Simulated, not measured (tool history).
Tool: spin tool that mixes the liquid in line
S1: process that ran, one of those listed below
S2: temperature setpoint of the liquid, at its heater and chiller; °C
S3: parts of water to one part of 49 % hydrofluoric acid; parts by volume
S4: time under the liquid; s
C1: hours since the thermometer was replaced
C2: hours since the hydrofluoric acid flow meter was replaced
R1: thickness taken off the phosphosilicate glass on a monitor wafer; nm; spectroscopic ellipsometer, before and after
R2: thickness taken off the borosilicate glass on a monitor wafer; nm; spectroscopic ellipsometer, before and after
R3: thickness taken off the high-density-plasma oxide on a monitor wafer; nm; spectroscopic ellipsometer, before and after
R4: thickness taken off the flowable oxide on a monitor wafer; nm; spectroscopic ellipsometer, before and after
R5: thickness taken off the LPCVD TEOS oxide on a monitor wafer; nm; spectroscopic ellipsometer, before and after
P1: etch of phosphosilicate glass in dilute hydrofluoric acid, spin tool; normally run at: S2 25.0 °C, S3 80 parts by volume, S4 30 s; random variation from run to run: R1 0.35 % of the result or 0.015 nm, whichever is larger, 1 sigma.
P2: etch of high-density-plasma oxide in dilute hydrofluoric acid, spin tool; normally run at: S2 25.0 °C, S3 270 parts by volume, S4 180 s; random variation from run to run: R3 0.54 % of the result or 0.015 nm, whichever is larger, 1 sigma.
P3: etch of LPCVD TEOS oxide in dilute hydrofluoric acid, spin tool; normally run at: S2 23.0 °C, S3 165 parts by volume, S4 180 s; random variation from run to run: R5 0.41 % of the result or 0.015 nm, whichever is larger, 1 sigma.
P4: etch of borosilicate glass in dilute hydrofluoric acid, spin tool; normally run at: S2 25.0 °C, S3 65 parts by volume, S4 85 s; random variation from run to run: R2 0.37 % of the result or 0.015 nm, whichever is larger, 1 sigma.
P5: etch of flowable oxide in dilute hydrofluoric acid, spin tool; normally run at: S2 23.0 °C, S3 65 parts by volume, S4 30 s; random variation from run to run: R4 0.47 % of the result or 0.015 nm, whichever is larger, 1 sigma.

| run | day | S1 | S2 | S3 | S4 | C1 | C2 | R1 | R2 | R3 | R4 | R5 |
|---|---|---|---|---|---|---|---|---|---|---|---|---|
| 1 | 0.533 | P1 | 25.0 | 80 | 30 | 882.8 | 218.8 | 32.404 |  |  |  |  |
| 2 | 0.971 | P4 | 25.0 | 65 | 85 | 893.3 | 229.3 |  | 33.0350 |  |  |  |
| 3 | 1.271 | P4 | 25.0 | 65 | 85 | 900.5 | 236.5 |  | 33.1030 |  |  |  |
| 4 | 1.688 | P4 | 25.0 | 65 | 25 | 910.5 | 246.5 |  | 9.7025 |  |  |  |
| 5 | 1.975 | P2 | 25.0 | 270 | 180 | 917.4 | 253.4 |  |  | 5.4436 |  |  |
| 6 | 2.450 | P1 | 25.0 | 115 | 30 | 928.8 | 264.8 | 21.688 |  |  |  |  |
| 7 | 2.721 | P5 | 23.0 | 65 | 60 | 935.3 | 271.3 |  |  |  | 33.5320 |  |
| 8 | 2.992 | P2 | 18.0 | 270 | 180 | 941.8 | 277.8 |  |  | 4.1831 |  |  |
| 9 | 3.558 | P5 | 23.0 | 115 | 30 | 955.4 | 291.4 |  |  |  | 8.9045 |  |
| 10 | 4.121 | P3 | 23.0 | 275 | 180 | 968.9 | 304.9 |  |  |  |  | 12.743 |
| 11 | 4.571 | P1 | 25.0 | 20 | 30 | 979.7 | 315.7 | 142.180 |  |  |  |  |
| 12 | 5.042 | P1 | 25.0 | 80 | 30 | 991.0 | 327.0 | 32.590 |  |  |  |  |
| 13 | 5.550 | P3 | 23.0 | 165 | 180 | 1003.2 | 339.2 |  |  |  |  | 23.836 |
| 14 | 6.029 | P1 | 25.0 | 80 | 30 | 1014.7 | 350.7 | 32.623 |  |  |  |  |
| 15 | 6.542 | P1 | 33.5 | 80 | 30 | 1027.0 | 363.0 | 44.889 |  |  |  |  |
| 16 | 6.821 | P1 | 17.0 | 80 | 30 | 1033.7 | 369.7 | 23.426 |  |  |  |  |
| 17 | 7.208 | P5 | 28.0 | 65 | 30 | 1043.0 | 379.0 |  |  |  | 20.3960 |  |
| 18 | 7.621 | P1 | 20.0 | 35 | 30 | 1052.9 | 388.9 | 63.841 |  |  |  |  |
| 19 | 8.046 | P3 | 17.0 | 165 | 180 | 1063.1 | 399.1 |  |  |  |  | 18.938 |
| 20 | 8.346 | P1 | 25.0 | 80 | 30 | 1070.3 | 406.3 | 32.612 |  |  |  |  |
| 21 | 8.817 | P1 | 25.0 | 80 | 15 | 1081.6 | 417.6 | 16.213 |  |  |  |  |
| 22 | 9.067 | P4 | 25.0 | 40 | 85 | 1087.6 | 423.6 |  | 55.5990 |  |  |  |
| 23 | 9.488 | P4 | 33.0 | 65 | 85 | 1097.7 | 433.7 |  | 44.8280 |  |  |  |
| 24 | 10.017 | P1 | 25.0 | 80 | 60 | 1110.4 | 446.4 | 65.038 |  |  |  |  |
| 25 | 10.558 | P5 | 23.0 | 65 | 30 | 1123.4 | 459.4 |  |  |  | 16.8620 |  |
| 26 | 11.075 | P2 | 25.0 | 445 | 180 | 1135.8 | 471.8 |  |  | 2.7691 |  |  |
| 27 | 11.429 | P3 | 23.0 | 165 | 285 | 1144.3 | 480.3 |  |  |  |  | 37.691 |
| 28 | 11.933 | P1 | 25.0 | 80 | 30 | 1156.4 | 492.4 | 32.517 |  |  |  |  |
| 29 | 12.408 | P2 | 25.0 | 270 | 350 | 1167.8 | 503.8 |  |  | 10.5300 |  |  |
| 30 | 12.975 | P5 | 23.0 | 65 | 30 | 1181.4 | 517.4 |  |  |  | 16.6950 |  |
| 31 | 13.262 | P1 | 25.0 | 80 | 30 | 1188.3 | 524.3 | 32.454 |  |  |  |  |
| 32 | 13.521 | P1 | 25.0 | 80 | 30 | 1194.5 | 530.5 | 31.749 |  |  |  |  |
| 33 | 13.867 | P1 | 25.0 | 80 | 30 | 1202.8 | 538.8 | 30.871 |  |  |  |  |
| 34 | 14.329 | P1 | 25.0 | 80 | 30 | 1213.9 | 549.9 | 30.335 |  |  |  |  |
| 35 | 14.862 | P1 | 25.0 | 80 | 30 | 1226.7 | 562.7 | 30.084 |  |  |  |  |
| 36 | 15.146 | P1 | 25.0 | 80 | 30 | 1233.5 | 569.5 | 30.147 |  |  |  |  |
| 37 | 15.479 | P1 | 25.0 | 80 | 30 | 1241.5 | 577.5 | 29.935 |  |  |  |  |
| 38 | 16.012 | P1 | 25.0 | 80 | 30 | 1254.3 | 590.3 | 29.953 |  |  |  |  |
| 39 | 16.396 | P1 | 25.0 | 80 | 30 | 1263.5 | 599.5 | 29.762 |  |  |  |  |

What P1 gives has crept away from where it was. These 2 causes fit the log equally well, each at the size given:
A: liquid colder than its thermometer reads (K) = 2.16
B: hydrofluoric acid flow below the setpoint (%) = 7.54
The creep began at about day 13.262.

4 check runs are offered, each on 3 wafers whose results are averaged, their results left as question marks. Which one tells the causes apart?
| check 1 | 16.779 | P3 | 17.5 | 165 | 180 |  |  |  |  |  |  | ? |
| check 2 | 16.779 | P2 | 25.0 | 360 | 180 |  |  |  |  | ? |  |  |
| check 3 | 16.779 | P4 | 25.0 | 65 | 25 |  |  |  | ? |  |  |  |
| check 4 | 16.779 | P5 | 27.5 | 65 | 40 |  |  |  |  |  | ? |  |

What each check would give under each cause:
| check | result | if A | if B |
|---|---|---|---|
| check 1 | R5 | 17.633 | 17.581 |
| check 2 | R3 | 3.4534 | 3.3408 |
| check 3 | R2 | 8.9085 | 8.9309 |
| check 4 | R4 | 24.6160 | 24.6230 |
How far apart the two closest causes lie, in the result that separates them most: check 1 0.3 %; check 2 3.32 %; check 3 0.25 %; check 4 0.03 %
Check 2 tells the causes apart: in the others they would give nearly the same result.

Then check 2 was run and gave: R3 3.4686 nm. Which cause is it?

It is A: liquid colder than its thermometer reads (K).
